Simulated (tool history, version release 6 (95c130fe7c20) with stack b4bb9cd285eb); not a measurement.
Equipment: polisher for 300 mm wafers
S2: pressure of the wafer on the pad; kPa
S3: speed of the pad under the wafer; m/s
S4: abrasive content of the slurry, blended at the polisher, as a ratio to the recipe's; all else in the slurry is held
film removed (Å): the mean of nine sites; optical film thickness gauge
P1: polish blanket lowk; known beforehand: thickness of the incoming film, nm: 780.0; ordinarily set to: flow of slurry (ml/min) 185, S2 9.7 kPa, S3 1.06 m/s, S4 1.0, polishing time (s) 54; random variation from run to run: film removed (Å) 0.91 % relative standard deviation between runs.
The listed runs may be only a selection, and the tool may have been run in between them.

Run 1, day 0.362: flow of slurry (ml/min) 185, S2 9.7 kPa, S3 1.06 m/s, S4 1.0, polishing time (s) 54. Result: film removed (Å) 162.120.
Run 2, day 0.571: flow of slurry (ml/min) 185, S2 9.7 kPa, S3 1.06 m/s, S4 1.0, polishing time (s) 54. Result: film removed (Å) 157.440.
At day 0.717: slurry blender recalibrated.
Run 3, day 0.950: flow of slurry (ml/min) 185, S2 9.7 kPa, S3 1.06 m/s, S4 1.0, polishing time (s) 84. Result: film removed (Å) 248.470.
Run 4, day 1.371: flow of slurry (ml/min) 185, S2 9.7 kPa, S3 1.06 m/s, S4 1.0, polishing time (s) 54. Result: film removed (Å) 164.020.
Run 5, day 1.571: flow of slurry (ml/min) 185, S2 9.7 kPa, S3 1.58 m/s, S4 1.0, polishing time (s) 54. Result: film removed (Å) 219.950.
Run 6, day 1.950: flow of slurry (ml/min) 185, S2 9.7 kPa, S3 1.06 m/s, S4 1.0, polishing time (s) 54. Result: film removed (Å) 159.600.
Run 7, day 2.250: flow of slurry (ml/min) 110, S2 9.7 kPa, S3 1.06 m/s, S4 1.0, polishing time (s) 24. Result: film removed (Å) 64.505.
Run 8, day 2.546: flow of slurry (ml/min) 185, S2 4.1 kPa, S3 1.06 m/s, S4 1.0, polishing time (s) 54. Result: film removed (Å) 67.987.
Run 9, day 2.842: flow of slurry (ml/min) 185, S2 13.8 kPa, S3 1.06 m/s, S4 1.0, polishing time (s) 54. Result: film removed (Å) 230.830.
Run 10, day 3.212: flow of slurry (ml/min) 185, S2 9.7 kPa, S3 1.06 m/s, S4 0.5, polishing time (s) 54. Result: film removed (Å) 111.310.
Run 11, day 3.525: flow of slurry (ml/min) 185, S2 9.7 kPa, S3 1.06 m/s, S4 1.5, polishing time (s) 54. Result: film removed (Å) 188.960.
Run 12, day 3.871: flow of slurry (ml/min) 185, S2 9.7 kPa, S3 0.48 m/s, S4 1.0, polishing time (s) 54. Result: film removed (Å) 84.550.
Run 13, day 4.296: flow of slurry (ml/min) 185, S2 9.7 kPa, S3 1.06 m/s, S4 1.0, polishing time (s) 35. Result: film removed (Å) 104.880.
Run 14, day 4.575: flow of slurry (ml/min) 185, S2 9.7 kPa, S3 0.76 m/s, S4 1.0, polishing time (s) 84. Result: film removed (Å) 188.930.
Run 15, day 4.967: flow of slurry (ml/min) 265, S2 9.7 kPa, S3 1.06 m/s, S4 1.0, polishing time (s) 54. Result: film removed (Å) 167.820.
Run 16, day 5.300: flow of slurry (ml/min) 110, S2 9.7 kPa, S3 1.06 m/s, S4 1.0, polishing time (s) 54. Result: film removed (Å) 142.870.
Run 17, day 5.658: flow of slurry (ml/min) 185, S2 9.7 kPa, S3 1.06 m/s, S4 1.0, polishing time (s) 54. Result: film removed (Å) 162.300.
Run 18, day 5.954: flow of slurry (ml/min) 185, S2 9.7 kPa, S3 1.06 m/s, S4 1.0, polishing time (s) 54. Result: film removed (Å) 153.090.
Run 19, day 6.279: flow of slurry (ml/min) 185, S2 9.7 kPa, S3 1.06 m/s, S4 1.0, polishing time (s) 54. Result: film removed (Å) 152.450.
Run 20, day 6.529: flow of slurry (ml/min) 185, S2 9.7 kPa, S3 1.06 m/s, S4 1.0, polishing time (s) 54. Result: film removed (Å) 149.430.
Run 21, day 6.800: flow of slurry (ml/min) 185, S2 9.7 kPa, S3 1.06 m/s, S4 1.0, polishing time (s) 54. Result: film removed (Å) 147.320.
Run 22, day 7.042: flow of slurry (ml/min) 185, S2 9.7 kPa, S3 1.06 m/s, S4 1.0, polishing time (s) 54. Result: film removed (Å) 149.680.
Run 23, day 7.462: flow of slurry (ml/min) 185, S2 9.7 kPa, S3 1.06 m/s, S4 1.0, polishing time (s) 54. Result: film removed (Å) 148.200.
At day 7.475: slurry blender recalibrated.
At day 7.783: worn pad replaced by a new one.
Run 24, day 7.833: flow of slurry (ml/min) 185, S2 9.7 kPa, S3 1.06 m/s, S4 1.0, polishing time (s) 54. Result: film removed (Å) 145.970.
At day 7.862: conditioning disc replaced and pad reconditioned.
Run 25, day 8.054: flow of slurry (ml/min) 185, S2 9.7 kPa, S3 1.06 m/s, S4 1.0, polishing time (s) 54. Result: film removed (Å) 146.670.
Run 26, day 8.425: flow of slurry (ml/min) 185, S2 9.7 kPa, S3 1.06 m/s, S4 1.0, polishing time (s) 54. Result: film removed (Å) 144.870.
Run 27, day 8.725: flow of slurry (ml/min) 185, S2 9.7 kPa, S3 1.06 m/s, S4 1.0, polishing time (s) 54. Result: film removed (Å) 149.510.
Run 28, day 9.025: flow of slurry (ml/min) 185, S2 9.7 kPa, S3 1.06 m/s, S4 1.0, polishing time (s) 54. Result: film removed (Å) 144.420.

P1 has crept away from where it was. The log is fitted equally well by each of these 2 causes, at the sizes shown:
A: head's pressure below its setpoint, % = 8.57
B: slurry flow missing at the pad, % = 39.3
Onset of the creep was near day 5.658.
All other causes, with the reason each is excluded:
removal rate lost through wear of the pad, %: its service at day 7.783 followed the start of the drift and did not put the process back to its old value
abrasive missing from the slurry, %: its service at day 7.475 followed the start of the drift and did not put the process back to its old value
time polished since the conditioner stopped cutting, s: its service at day 7.862 followed the start of the drift and did not put the process back to its old value

You are offered 4 check runs, listed below with question marks in place of their results; each one averages 5 wafers. Which run separates the listed causes by giving clearly different results for each?
Run check 1, day 9.325: flow of slurry (ml/min) 135, S2 9.7 kPa, S3 0.82 m/s, S4 1.00, polishing time (s) 54. Result: film removed (Å) ?.
Run check 2, day 9.325: flow of slurry (ml/min) 185, S2 13.1 kPa, S3 1.06 m/s, S4 0.70, polishing time (s) 54. Result: film removed (Å) ?.
Run check 3, day 9.325: flow of slurry (ml/min) 185, S2 9.7 kPa, S3 1.42 m/s, S4 1.00, polishing time (s) 54. Result: film removed (Å) ?.
Run check 4, day 9.325: flow of slurry (ml/min) 185, S2 9.7 kPa, S3 1.06 m/s, S4 0.55, polishing time (s) 76. Result: film removed (Å) ?.

How each check would come out, cause by cause:
  check            result     if A     if B
check 1  film removed (Å)  113.230  109.960
check 2  film removed (Å)  166.300  166.330
check 3  film removed (Å)  184.990  185.020
check 4  film removed (Å)  150.200  150.220
Distance between the nearest two causes, measured in the result of the check that separates them most: check 1 2.93 %; check 2 0.01 %; check 3 0.01 %; check 4 0.01 %
Check 1 tells the causes apart: in the others they would give nearly the same result.

Check 1 was carried out, with these results: film removed (Å) 113.140. Which of the listed causes is responsible?

Of the candidate causes, it is A: head's pressure below its setpoint, %.

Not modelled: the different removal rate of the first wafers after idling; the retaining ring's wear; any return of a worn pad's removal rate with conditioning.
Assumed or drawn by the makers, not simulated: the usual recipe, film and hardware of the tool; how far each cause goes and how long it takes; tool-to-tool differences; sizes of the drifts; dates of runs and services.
